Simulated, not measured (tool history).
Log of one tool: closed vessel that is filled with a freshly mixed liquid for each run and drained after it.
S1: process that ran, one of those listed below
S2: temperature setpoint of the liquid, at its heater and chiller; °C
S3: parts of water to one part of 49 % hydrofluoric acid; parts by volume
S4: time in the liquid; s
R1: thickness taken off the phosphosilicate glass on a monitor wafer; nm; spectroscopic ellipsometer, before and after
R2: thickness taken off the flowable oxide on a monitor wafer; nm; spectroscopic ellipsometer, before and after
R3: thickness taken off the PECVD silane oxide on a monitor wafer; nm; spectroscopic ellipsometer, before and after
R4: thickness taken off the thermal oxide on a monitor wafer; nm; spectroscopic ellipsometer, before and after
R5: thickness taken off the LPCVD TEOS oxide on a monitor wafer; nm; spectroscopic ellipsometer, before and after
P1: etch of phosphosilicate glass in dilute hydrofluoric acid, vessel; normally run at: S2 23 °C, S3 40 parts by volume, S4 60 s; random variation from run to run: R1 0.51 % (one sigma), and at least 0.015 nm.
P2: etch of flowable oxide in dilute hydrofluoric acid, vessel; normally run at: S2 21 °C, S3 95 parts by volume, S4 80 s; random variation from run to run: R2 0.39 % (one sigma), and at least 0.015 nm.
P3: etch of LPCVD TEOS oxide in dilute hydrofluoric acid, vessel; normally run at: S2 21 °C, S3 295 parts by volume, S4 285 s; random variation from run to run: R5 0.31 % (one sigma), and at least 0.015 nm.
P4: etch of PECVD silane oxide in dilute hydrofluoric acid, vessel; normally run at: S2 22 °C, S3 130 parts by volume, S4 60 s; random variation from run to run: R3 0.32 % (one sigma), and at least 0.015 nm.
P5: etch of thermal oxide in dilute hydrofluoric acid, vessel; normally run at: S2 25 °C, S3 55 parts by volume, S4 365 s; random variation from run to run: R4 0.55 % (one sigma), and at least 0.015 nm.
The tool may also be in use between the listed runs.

{"run": 1, "hour": 4.3, "S1": "P1", "S2": 23, "S3": 40, "S4": 60, "R1": 126.33}
{"run": 2, "hour": 7.6, "S1": "P2", "S2": 21, "S3": 145, "S4": 80, "R2": 13.653}
{"run": 3, "hour": 11.1, "S1": "P1", "S2": 17, "S3": 40, "S4": 115, "R1": 189.04}
{"run": 4, "hour": 13.5, "S1": "P2", "S2": 21, "S3": 95, "S4": 80, "R2": 21.971}
{"run": 5, "hour": 18.5, "S1": "P4", "S2": 17, "S3": 130, "S4": 60, "R3": 16.603}
{"run": 6, "hour": 21.1, "S1": "P5", "S2": 25, "S3": 55, "S4": 365, "R4": 32.621}
{"run": 7, "hour": 24.1, "S1": "P4", "S2": 22, "S3": 130, "S4": 30, "R3": 10.09}
{"run": 8, "hour": 26.8, "S1": "P1", "S2": 23, "S3": 40, "S4": 30, "R1": 63.941}
{"run": 9, "hour": 30.0, "S1": "P1", "S2": 23, "S3": 40, "S4": 60, "R1": 125.91}
{"run": 10, "hour": 33.8, "S1": "P1", "S2": 23, "S3": 40, "S4": 120, "R1": 252.91}
{"run": 11, "hour": 36.5, "S1": "P1", "S2": 23, "S3": 55, "S4": 60, "R1": 90.381}
{"run": 12, "hour": 41.4, "S1": "P3", "S2": 27.5, "S3": 295, "S4": 285, "R5": 48.877}
{"run": 13, "hour": 46.3, "S1": "P2", "S2": 17, "S3": 95, "S4": 80, "R2": 18.716}
{"run": 14, "hour": 49.8, "S1": "P1", "S2": 23, "S3": 40, "S4": 60, "R1": 126.79}
{"run": 15, "hour": 54.3, "S1": "P1", "S2": 27, "S3": 70, "S4": 60, "R1": 82.151}
{"run": 16, "hour": 57.6, "S1": "P5", "S2": 25, "S3": 55, "S4": 365, "R4": 32.535}
{"run": 17, "hour": 62.2, "S1": "P3", "S2": 21, "S3": 295, "S4": 285, "R5": 39.12}
{"run": 18, "hour": 64.5, "S1": "P1", "S2": 23, "S3": 20, "S4": 60, "R1": 259.14}
{"run": 19, "hour": 66.8, "S1": "P1", "S2": 23, "S3": 20, "S4": 90, "R1": 391.07}
{"run": 20, "hour": 71.0, "S1": "P3", "S2": 21, "S3": 105, "S4": 285, "R5": 133.14}
{"run": 21, "hour": 74.6, "S1": "P4", "S2": 22, "S3": 215, "S4": 60, "R3": 11.175}
{"run": 22, "hour": 79.4, "S1": "P5", "S2": 25, "S3": 20, "S4": 365, "R4": 94.117}
{"run": 23, "hour": 83.2, "S1": "P1", "S2": 19.5, "S3": 40, "S4": 60, "R1": 109.12}
{"run": 24, "hour": 87.0, "S1": "P3", "S2": 21, "S3": 295, "S4": 525, "R5": 71.484}
{"run": 25, "hour": 91.2, "S1": "P5", "S2": 17.5, "S3": 55, "S4": 365, "R4": 23.97}
{"run": 26, "hour": 95.1, "S1": "P5", "S2": 25, "S3": 55, "S4": 650, "R4": 58.296}
{"run": 27, "hour": 98.9, "S1": "P4", "S2": 22, "S3": 130, "S4": 60, "R3": 20.263}
{"run": 28, "hour": 101.6, "S1": "P1", "S2": 23, "S3": 40, "S4": 60, "R1": 126.97}
{"run": 29, "hour": 105.6, "S1": "P2", "S2": 21, "S3": 95, "S4": 120, "R2": 33.108}
{"run": 30, "hour": 108.2, "S1": "P1", "S2": 23, "S3": 40, "S4": 60, "R1": 125.33}
{"run": 31, "hour": 111.6, "S1": "P1", "S2": 29, "S3": 40, "S4": 60, "R1": 161.82}
{"run": 32, "hour": 116.4, "S1": "P1", "S2": 23, "S3": 40, "S4": 60, "R1": 126.25}
{"run": 33, "hour": 119.7, "S1": "P1", "S2": 23, "S3": 40, "S4": 60, "R1": 122.02}
{"run": 34, "hour": 122.5, "S1": "P1", "S2": 23, "S3": 40, "S4": 60, "R1": 119.57}
{"run": 35, "hour": 125.0, "S1": "P1", "S2": 23, "S3": 40, "S4": 60, "R1": 117.99}
{"run": 36, "hour": 129.3, "S1": "P1", "S2": 23, "S3": 40, "S4": 60, "R1": 116.63}
{"run": 37, "hour": 133.1, "S1": "P1", "S2": 23, "S3": 40, "S4": 60, "R1": 116.06}
{"run": 38, "hour": 137.9, "S1": "P1", "S2": 23, "S3": 40, "S4": 60, "R1": 114.43}

Forecast run 39:
{"run": 39, "hour": 142.8, "S1": "P1", "S2": 23, "S3": 40, "S4": 60, "R1": "?"}

Run 39 gave R1 113.96 nm.
